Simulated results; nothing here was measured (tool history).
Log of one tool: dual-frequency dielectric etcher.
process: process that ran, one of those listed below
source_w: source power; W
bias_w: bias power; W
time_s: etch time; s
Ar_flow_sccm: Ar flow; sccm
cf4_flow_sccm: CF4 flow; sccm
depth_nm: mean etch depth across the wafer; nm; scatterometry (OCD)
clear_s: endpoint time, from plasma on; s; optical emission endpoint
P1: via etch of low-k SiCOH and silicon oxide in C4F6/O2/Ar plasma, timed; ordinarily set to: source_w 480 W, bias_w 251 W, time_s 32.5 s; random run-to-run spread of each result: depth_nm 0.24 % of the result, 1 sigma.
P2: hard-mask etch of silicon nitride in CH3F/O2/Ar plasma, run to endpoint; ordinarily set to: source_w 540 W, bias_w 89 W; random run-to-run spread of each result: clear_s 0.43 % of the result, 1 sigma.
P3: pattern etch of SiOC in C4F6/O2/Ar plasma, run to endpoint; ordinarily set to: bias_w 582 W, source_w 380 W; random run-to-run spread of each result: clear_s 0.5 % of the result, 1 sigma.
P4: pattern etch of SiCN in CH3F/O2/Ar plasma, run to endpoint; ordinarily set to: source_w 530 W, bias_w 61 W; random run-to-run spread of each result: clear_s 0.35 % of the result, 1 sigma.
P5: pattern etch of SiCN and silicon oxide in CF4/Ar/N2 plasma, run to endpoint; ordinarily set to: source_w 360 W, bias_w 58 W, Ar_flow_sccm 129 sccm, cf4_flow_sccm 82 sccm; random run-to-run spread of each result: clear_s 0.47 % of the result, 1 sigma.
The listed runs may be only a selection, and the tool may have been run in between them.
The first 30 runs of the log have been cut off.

run   hour  process  source_w  bias_w  time_s  Ar_flow_sccm  cf4_flow_sccm  hours since the last wet clean  hours since the last source power generator calibration  hours since the last bias power generator calibration  depth_nm  clear_s
 31  197.7       P1       480     251    32.5                                                        428.8                                                     34.2                                                 2421.5    90.832
 32  204.1       P5       360      58                   176             82                           435.2                                                     40.6                                                 2427.9             15.029
 33  209.6       P1       480     251    32.5                                                        440.7                                                     46.1                                                 2433.4    91.169
 34  216.2       P1       480     251    32.5                                                        447.3                                                     52.7                                                   2440    91.491
 35  223.7       P1       480     251    32.5                                                        454.8                                                     60.2                                                 2447.5    92.001
 36  231.1       P1       480     251    32.5                                                        462.2                                                     67.6                                                 2454.9    91.929
 37  236.2       P1       480     251    32.5                                                        467.3                                                     72.7                                                   2460    92.585
     239.8  -- wet clean of the chamber
 38  241.9       P1       480     251    32.5                                                          2.2                                                     78.4                                                 2465.7    92.439
 39  248.4       P1       480     251    32.5                                                          8.7                                                     84.9                                                 2472.2    91.853

For run 40, what comes out?
 40  252.6       P1       480     251    32.5                                                         12.9                                                     89.1                                                 2476.4         ?

depth_nm: 92.383 nm

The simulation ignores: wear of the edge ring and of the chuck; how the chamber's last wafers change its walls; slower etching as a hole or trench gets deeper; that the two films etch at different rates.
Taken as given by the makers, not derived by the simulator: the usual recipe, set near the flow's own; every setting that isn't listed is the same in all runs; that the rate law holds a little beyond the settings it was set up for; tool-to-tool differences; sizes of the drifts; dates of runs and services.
